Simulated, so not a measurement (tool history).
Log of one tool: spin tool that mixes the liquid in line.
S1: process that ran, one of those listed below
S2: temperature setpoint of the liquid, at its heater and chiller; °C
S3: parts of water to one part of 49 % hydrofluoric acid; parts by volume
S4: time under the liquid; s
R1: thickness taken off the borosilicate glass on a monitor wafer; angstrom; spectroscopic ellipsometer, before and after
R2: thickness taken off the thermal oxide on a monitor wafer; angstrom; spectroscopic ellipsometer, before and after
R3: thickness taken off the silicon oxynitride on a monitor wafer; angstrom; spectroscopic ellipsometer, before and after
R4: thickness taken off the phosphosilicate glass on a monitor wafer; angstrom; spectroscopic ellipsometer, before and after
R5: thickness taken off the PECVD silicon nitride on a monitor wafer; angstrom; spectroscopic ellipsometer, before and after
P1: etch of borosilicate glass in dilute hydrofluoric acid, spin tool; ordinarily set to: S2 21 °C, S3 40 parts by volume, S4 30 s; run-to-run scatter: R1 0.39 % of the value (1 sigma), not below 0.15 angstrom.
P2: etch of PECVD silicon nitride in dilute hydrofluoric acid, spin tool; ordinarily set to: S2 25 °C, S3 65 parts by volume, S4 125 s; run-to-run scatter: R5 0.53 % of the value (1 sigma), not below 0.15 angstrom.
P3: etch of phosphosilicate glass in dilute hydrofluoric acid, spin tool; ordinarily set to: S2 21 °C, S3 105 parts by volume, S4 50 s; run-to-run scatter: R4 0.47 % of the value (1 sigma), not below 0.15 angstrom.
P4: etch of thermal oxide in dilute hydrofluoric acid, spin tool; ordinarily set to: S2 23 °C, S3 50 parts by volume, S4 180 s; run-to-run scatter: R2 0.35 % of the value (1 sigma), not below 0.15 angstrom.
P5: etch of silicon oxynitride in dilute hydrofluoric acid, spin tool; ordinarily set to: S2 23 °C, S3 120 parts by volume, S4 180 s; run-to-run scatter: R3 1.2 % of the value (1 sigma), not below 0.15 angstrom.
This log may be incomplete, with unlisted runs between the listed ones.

run	hour	S1	S2	S3	S4	R1	R2	R3	R4	R5
1	3.8	P1	21	40	30	234.36				
2	8.2	P1	25	40	30	279.02				
3	12.8	P1	28.5	40	60	640.84				
4	15.2	P1	21	65	15	70.088				
5	18.6	P4	31	50	180		238.47			
6	22.4	P1	21	40	30	235.15				
7	27	P5	28	120	180			25.98		
8	29.7	P4	23	50	180		172.28			
9	33.5	P3	21	105	50				456.27	
10	36.2	P3	21	105	50				452.54	
11	39.1	P1	21	40	30	235.73				
12	43.1	P4	23	70	180		120.04			
13	47.6	P1	21	65	30	141.35				
14	51.5	P1	21	40	30	234.74				
15	56.4	P3	21	105	100				905.39	
16	58.6	P4	23	50	15		14.426			
17	62.4	P1	21	40	30	234.9				
18	65.6	P2	25	65	125					104.48
19	67.8	P1	21	40	15	117.27				
20	70.3	P1	17	40	30	197.77				
21	74.5	P5	23	120	345			40.363		
22	76.9	P3	21	55	50				926.02	
23	79.3	P5	23	30	180			88.597		
24	83	P1	21	40	50	393.51				
25	86	P3	17	105	50				382	
26	90.3	P2	17	65	125					60.586
27	94.2	P4	23	50	180		172.5			
28	97.5	P1	17	40	15	99.83				
29	100	P1	21	40	30	234.85				
30	102.6	P2	25	20	125					329.72
31	104.9	P2	25	65	35					29.324
32	108.2	P1	21	20	30	478.92				
33	112.4	P5	23	120	180			20.48		
34	114.6	P1	21	40	30	234.79				
35	118.4	P1	21	40	30	242.77				
36	122.1	P1	21	40	30	249.56				
37	125.2	P1	21	40	30	253.16				
38	128.4	P1	21	40	30	253.89				
39	131.8	P1	21	40	30	254.71				
40	135.6	P1	21	40	30	258.23				
41	139.8	P1	21	40	30	257.2				
42	142.3	P1	21	40	30	257.79				
43	147.2	P1	21	40	30	258.32				

Something has made what P1 gives creep away from where it was; the 2 causes below, each at its own stated size, fit the log equally well:
A: liquid hotter than its thermometer reads (K) = 2.15
B: hydrofluoric acid flow above the setpoint (%) = 8.98
The creep began at about hour 114.6.

Listed below are the offered check runs, one wafer per run, with question marks in place of results. For which of them would the causes give clearly different outcomes?
check 1	152.1	P5	23	120	180			?		
check 2	152.1	P2	25	65	125					?
check 3	152.1	P3	21	105	50				?	
check 4	152.1	P4	23	50	180		?			

What each check would give under each cause:
check	result	if A	if B
check 1	R3	22.955	22.807
check 2	R5	120.5	113.83
check 3	R4	494.33	499.04
check 4	R2	188.84	189.39
Distance between the nearest two causes, measured in the result of the check that separates them most: check 1 0.64 %; check 2 5.7 %; check 3 0.95 %; check 4 0.29 %
Check 2 is the one run that separates the causes; every other check would come out nearly the same whichever cause is at work.

Running check 2 produced the following: R5 113.84 angstrom. Which one of the listed causes fits?

It was cause B: hydrofluoric acid flow above the setpoint (%).
